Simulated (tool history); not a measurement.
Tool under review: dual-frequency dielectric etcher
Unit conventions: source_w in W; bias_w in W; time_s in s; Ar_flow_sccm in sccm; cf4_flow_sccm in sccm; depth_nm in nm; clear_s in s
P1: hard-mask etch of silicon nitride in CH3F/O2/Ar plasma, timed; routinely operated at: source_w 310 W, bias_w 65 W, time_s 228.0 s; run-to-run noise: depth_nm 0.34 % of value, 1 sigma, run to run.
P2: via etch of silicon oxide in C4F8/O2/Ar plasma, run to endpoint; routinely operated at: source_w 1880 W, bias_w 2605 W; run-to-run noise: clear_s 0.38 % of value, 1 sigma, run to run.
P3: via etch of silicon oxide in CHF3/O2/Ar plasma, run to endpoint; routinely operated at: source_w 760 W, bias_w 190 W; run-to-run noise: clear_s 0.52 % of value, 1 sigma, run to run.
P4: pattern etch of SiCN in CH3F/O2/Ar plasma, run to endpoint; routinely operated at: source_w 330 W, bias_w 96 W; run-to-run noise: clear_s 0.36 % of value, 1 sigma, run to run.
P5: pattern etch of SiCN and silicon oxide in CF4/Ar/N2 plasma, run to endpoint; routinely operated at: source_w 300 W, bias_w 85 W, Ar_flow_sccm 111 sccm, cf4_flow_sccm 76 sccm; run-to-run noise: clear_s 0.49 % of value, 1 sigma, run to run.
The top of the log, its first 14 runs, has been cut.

{"run": 15, "hour": 75.5, "process": "P2", "source_w": 1160, "bias_w": 2605, "clear_s": 468.91}
{"run": 16, "hour": 80.2, "process": "P1", "source_w": 390, "bias_w": 44, "time_s": 228.0, "depth_nm": 134.32}
{"run": 17, "hour": 84.3, "process": "P1", "source_w": 310, "bias_w": 65, "time_s": 295.0, "depth_nm": 180.14}
{"run": 18, "hour": 90.8, "process": "P2", "source_w": 1880, "bias_w": 3283, "clear_s": 358.32}
{"run": 19, "hour": 96.0, "process": "P1", "source_w": 410, "bias_w": 65, "time_s": 228.0, "depth_nm": 155.12}
{"run": 20, "hour": 103.4, "process": "P2", "source_w": 1880, "bias_w": 2605, "clear_s": 386.75}
{"run": 21, "hour": 107.7, "process": "P4", "source_w": 330, "bias_w": 125, "clear_s": 21.812}
{"run": 22, "hour": 115.0, "process": "P1", "source_w": 310, "bias_w": 65, "time_s": 228.0, "depth_nm": 139.47}
{"run": 23, "hour": 119.5, "process": "P1", "source_w": 310, "bias_w": 83, "time_s": 326.5, "depth_nm": 218.77}
{"run": 24, "hour": 124.6, "process": "P1", "source_w": 310, "bias_w": 40, "time_s": 228.0, "depth_nm": 119.7}
{"run": 25, "hour": 128.6, "process": "P4", "source_w": 460, "bias_w": 96, "clear_s": 21.372}
{"run": 26, "hour": 132.4, "process": "P1", "source_w": 310, "bias_w": 65, "time_s": 228.0, "depth_nm": 139.69}
{"run": 27, "hour": 138.9, "process": "P5", "source_w": 300, "bias_w": 85, "Ar_flow_sccm": 111, "cf4_flow_sccm": 46, "clear_s": 27.643}
{"run": 28, "hour": 145.2, "process": "P5", "source_w": 300, "bias_w": 85, "Ar_flow_sccm": 111, "cf4_flow_sccm": 76, "clear_s": 25.59}
{"run": 29, "hour": 150.1, "process": "P1", "source_w": 310, "bias_w": 65, "time_s": 228.0, "depth_nm": 139.69}
{"run": 30, "hour": 155.6, "process": "P1", "source_w": 310, "bias_w": 65, "time_s": 228.0, "depth_nm": 138.79}
{"run": 31, "hour": 159.0, "process": "P1", "source_w": 310, "bias_w": 65, "time_s": 228.0, "depth_nm": 137.36}
{"run": 32, "hour": 165.9, "process": "P1", "source_w": 310, "bias_w": 65, "time_s": 228.0, "depth_nm": 138.41}
{"hour": 167.7, "done": "wet clean of the chamber"}
{"run": 33, "hour": 169.2, "process": "P1", "source_w": 310, "bias_w": 65, "time_s": 228.0, "depth_nm": 137.17}
{"run": 34, "hour": 175.3, "process": "P1", "source_w": 310, "bias_w": 65, "time_s": 228.0, "depth_nm": 137.46}

Forecast run 35:
{"run": 35, "hour": 181.6, "process": "P1", "source_w": 310, "bias_w": 65, "time_s": 228.0, "depth_nm": "?"}

{"run 35": {"depth_nm": 137.09}}
